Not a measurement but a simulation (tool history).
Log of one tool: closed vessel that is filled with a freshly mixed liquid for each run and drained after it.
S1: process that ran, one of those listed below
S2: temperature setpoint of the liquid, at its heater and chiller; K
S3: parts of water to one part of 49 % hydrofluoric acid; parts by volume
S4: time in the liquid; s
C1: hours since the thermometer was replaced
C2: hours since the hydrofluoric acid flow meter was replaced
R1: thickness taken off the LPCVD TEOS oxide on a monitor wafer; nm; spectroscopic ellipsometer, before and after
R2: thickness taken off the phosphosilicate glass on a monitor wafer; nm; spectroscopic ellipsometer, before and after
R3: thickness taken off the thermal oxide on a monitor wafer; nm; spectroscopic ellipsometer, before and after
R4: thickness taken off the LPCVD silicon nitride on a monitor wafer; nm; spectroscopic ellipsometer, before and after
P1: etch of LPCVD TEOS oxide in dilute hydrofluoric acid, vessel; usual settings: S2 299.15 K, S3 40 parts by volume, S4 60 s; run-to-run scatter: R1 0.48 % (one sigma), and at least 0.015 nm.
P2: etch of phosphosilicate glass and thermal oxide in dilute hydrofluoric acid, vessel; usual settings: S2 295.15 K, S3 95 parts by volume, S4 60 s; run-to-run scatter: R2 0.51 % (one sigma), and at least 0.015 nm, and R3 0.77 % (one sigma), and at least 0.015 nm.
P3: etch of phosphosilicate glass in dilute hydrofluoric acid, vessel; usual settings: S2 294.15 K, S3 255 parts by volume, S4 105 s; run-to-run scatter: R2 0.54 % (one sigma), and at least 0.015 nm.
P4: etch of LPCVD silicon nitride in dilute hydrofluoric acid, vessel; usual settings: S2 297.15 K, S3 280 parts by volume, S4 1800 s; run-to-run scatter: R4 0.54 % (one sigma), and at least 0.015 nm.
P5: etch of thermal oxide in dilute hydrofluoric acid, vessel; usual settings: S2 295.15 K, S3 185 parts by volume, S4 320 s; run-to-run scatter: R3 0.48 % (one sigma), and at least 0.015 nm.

| run | hour | S1 | S2 | S3 | S4 | C1 | C2 | R1 | R2 | R3 | R4 |
|---|---|---|---|---|---|---|---|---|---|---|---|
| 1 | 9.6 | P1 | 299.15 | 40 | 60 | 319.3 | 306.4 | 41.469 |  |  |  |
| 2 | 15.7 | P1 | 295.65 | 70 | 60 | 325.4 | 312.5 | 19.741 |  |  |  |
| 3 | 21.4 | P1 | 291.65 | 40 | 105 | 331.1 | 318.2 | 52.908 |  |  |  |
| 4 | 30.1 | P1 | 292.65 | 40 | 60 | 339.8 | 326.9 | 31.395 |  |  |  |
| 5 | 36.6 | P1 | 292.65 | 25 | 60 | 346.3 | 333.4 | 50.739 |  |  |  |
| 6 | 45.4 | P1 | 299.15 | 40 | 60 | 355.1 | 342.2 | 40.991 |  |  |  |
| 7 | 51.5 | P2 | 295.15 | 20 | 60 | 361.2 | 348.3 |  | 263.980 | 14.37100 |  |
| 8 | 59.5 | P4 | 302.15 | 280 | 1800 | 369.2 | 356.3 |  |  |  | 4.9972 |
| 9 | 65.5 | P1 | 299.15 | 40 | 30 | 375.2 | 362.3 | 20.559 |  |  |  |
| 10 | 72.3 | P1 | 299.15 | 40 | 110 | 382.0 | 369.1 | 75.541 |  |  |  |
| 11 | 78.9 | P1 | 299.15 | 40 | 60 | 388.6 | 375.7 | 41.202 |  |  |  |
| 12 | 84.3 | P2 | 295.15 | 95 | 60 | 394.0 | 381.1 |  | 50.009 | 2.75450 |  |
| 13 | 94.3 | P5 | 290.15 | 185 | 320 | 404.0 | 391.1 |  |  | 5.58030 |  |
| 14 | 101.4 | P5 | 295.15 | 265 | 320 | 411.1 | 398.2 |  |  | 4.31520 |  |
| 15 | 111.0 | P3 | 294.15 | 255 | 105 | 420.7 | 407.8 |  | 36.346 |  |  |
| 16 | 119.4 | P1 | 299.15 | 40 | 60 | 429.1 | 416.2 | 41.175 |  |  |  |
| 17 | 125.7 | P2 | 295.15 | 95 | 90 | 435.4 | 422.5 |  | 75.885 | 4.07100 |  |
| 18 | 134.5 | P3 | 294.15 | 255 | 30 | 444.2 | 431.3 |  | 10.317 |  |  |
| 19 | 141.1 | P1 | 299.15 | 40 | 60 | 450.8 | 437.9 | 41.474 |  |  |  |
| 20 | 151.3 | P1 | 303.65 | 40 | 60 | 461.0 | 448.1 | 49.356 |  |  |  |
| 21 | 157.4 | P5 | 295.15 | 185 | 320 | 467.1 | 454.2 |  |  | 6.76890 |  |
| 22 | 165.0 | P3 | 294.15 | 40 | 105 | 474.7 | 461.8 |  | 290.450 |  |  |
| 23 | 169.7 | P1 | 299.15 | 60 | 60 | 479.4 | 466.5 | 26.671 |  |  |  |
| 24 | 179.5 | P1 | 299.15 | 40 | 60 | 489.2 | 476.3 | 41.187 |  |  |  |
| 25 | 185.6 | P2 | 290.15 | 95 | 60 | 495.3 | 482.4 |  | 40.914 | 2.27220 |  |
| 26 | 190.7 | P5 | 295.15 | 185 | 30 | 500.4 | 487.5 |  |  | 0.65174 |  |
| 27 | 200.5 | P2 | 295.15 | 95 | 60 | 510.2 | 497.3 |  | 50.082 | 2.75280 |  |
| 28 | 206.2 | P1 | 299.15 | 20 | 60 | 515.9 | 503.0 | 84.218 |  |  |  |
| 29 | 215.0 | P4 | 297.15 | 440 | 1800 | 524.7 | 511.8 |  |  |  | 2.3903 |
| 30 | 224.3 | P4 | 297.15 | 280 | 550 | 534.0 | 521.1 |  |  |  | 1.1701 |
| 31 | 231.1 | P3 | 298.65 | 255 | 105 | 540.8 | 527.9 |  | 42.660 |  |  |
| 32 | 237.1 | P4 | 297.15 | 280 | 1800 | 546.8 | 533.9 |  |  |  | 3.6765 |
| 33 | 246.3 | P5 | 295.15 | 185 | 320 | 556.0 | 543.1 |  |  | 6.79690 |  |
| 34 | 253.1 | P1 | 299.15 | 40 | 60 | 562.8 | 549.9 | 40.732 |  |  |  |
| 35 | 262.9 | P1 | 299.15 | 40 | 60 | 572.6 | 559.7 | 42.549 |  |  |  |
| 36 | 270.3 | P1 | 299.15 | 40 | 60 | 580.0 | 567.1 | 43.497 |  |  |  |
| 37 | 279.0 | P1 | 299.15 | 40 | 60 | 588.7 | 575.8 | 43.973 |  |  |  |
| 38 | 284.4 | P1 | 299.15 | 40 | 60 | 594.1 | 581.2 | 44.322 |  |  |  |
| 39 | 291.1 | P1 | 299.15 | 40 | 60 | 600.8 | 587.9 | 44.043 |  |  |  |
| 40 | 298.0 | P1 | 299.15 | 40 | 60 | 607.7 | 594.8 | 44.781 |  |  |  |
| 41 | 307.5 | P1 | 299.15 | 40 | 60 | 617.2 | 604.3 | 44.744 |  |  |  |
| 42 | 317.9 | P1 | 299.15 | 40 | 60 | 627.6 | 614.7 | 45.010 |  |  |  |
| 43 | 322.6 | P1 | 299.15 | 40 | 60 | 632.3 | 619.4 | 44.678 |  |  |  |
| 44 | 329.7 | P1 | 299.15 | 40 | 60 | 639.4 | 626.5 | 44.978 |  |  |  |
| 45 | 337.5 | P1 | 299.15 | 40 | 60 | 647.2 | 634.3 | 44.712 |  |  |  |

What P1 gives has crept away from where it was. These 2 causes fit the log equally well, each at the size given:
A: liquid hotter than its thermometer reads (K) = 2.1
B: hydrofluoric acid flow above the setpoint (%) = 8.39
The creep began at about hour 253.1.

4 check runs are offered, each on 3 wafers whose results are averaged, their results left as question marks. Which one tells the causes apart?
| check 1 | 345.3 | P4 | 297.15 | 280 | 730 |  |  |  |  |  | ? |
| check 2 | 345.3 | P3 | 294.15 | 45 | 105 |  |  |  | ? |  |  |
| check 3 | 345.3 | P2 | 295.15 | 25 | 60 |  |  |  | ? | ? |  |
| check 4 | 345.3 | P5 | 290.15 | 185 | 130 |  |  |  |  | ? |  |

What each check would give under each cause:
| check | result | if A | if B |
|---|---|---|---|
| check 1 | R4 | 1.7086 | 1.6287 |
| check 2 | R2 | 280.450 | 279.520 |
| check 3 | R2 | 227.690 | 226.410 |
| check 3 | R3 | 12.43100 | 12.36200 |
| check 4 | R3 | 2.45880 | 2.48470 |
How far apart the two closest causes lie, in the result that separates them most: check 1 4.79 %; check 2 0.33 %; check 3 0.56 %; check 4 1.05 %
Only check 1 tells the causes apart: in the others they would give nearly the same result.

Then check 1 was run and gave: R4 1.7131 nm. Which cause is it?

It is A: liquid hotter than its thermometer reads (K).

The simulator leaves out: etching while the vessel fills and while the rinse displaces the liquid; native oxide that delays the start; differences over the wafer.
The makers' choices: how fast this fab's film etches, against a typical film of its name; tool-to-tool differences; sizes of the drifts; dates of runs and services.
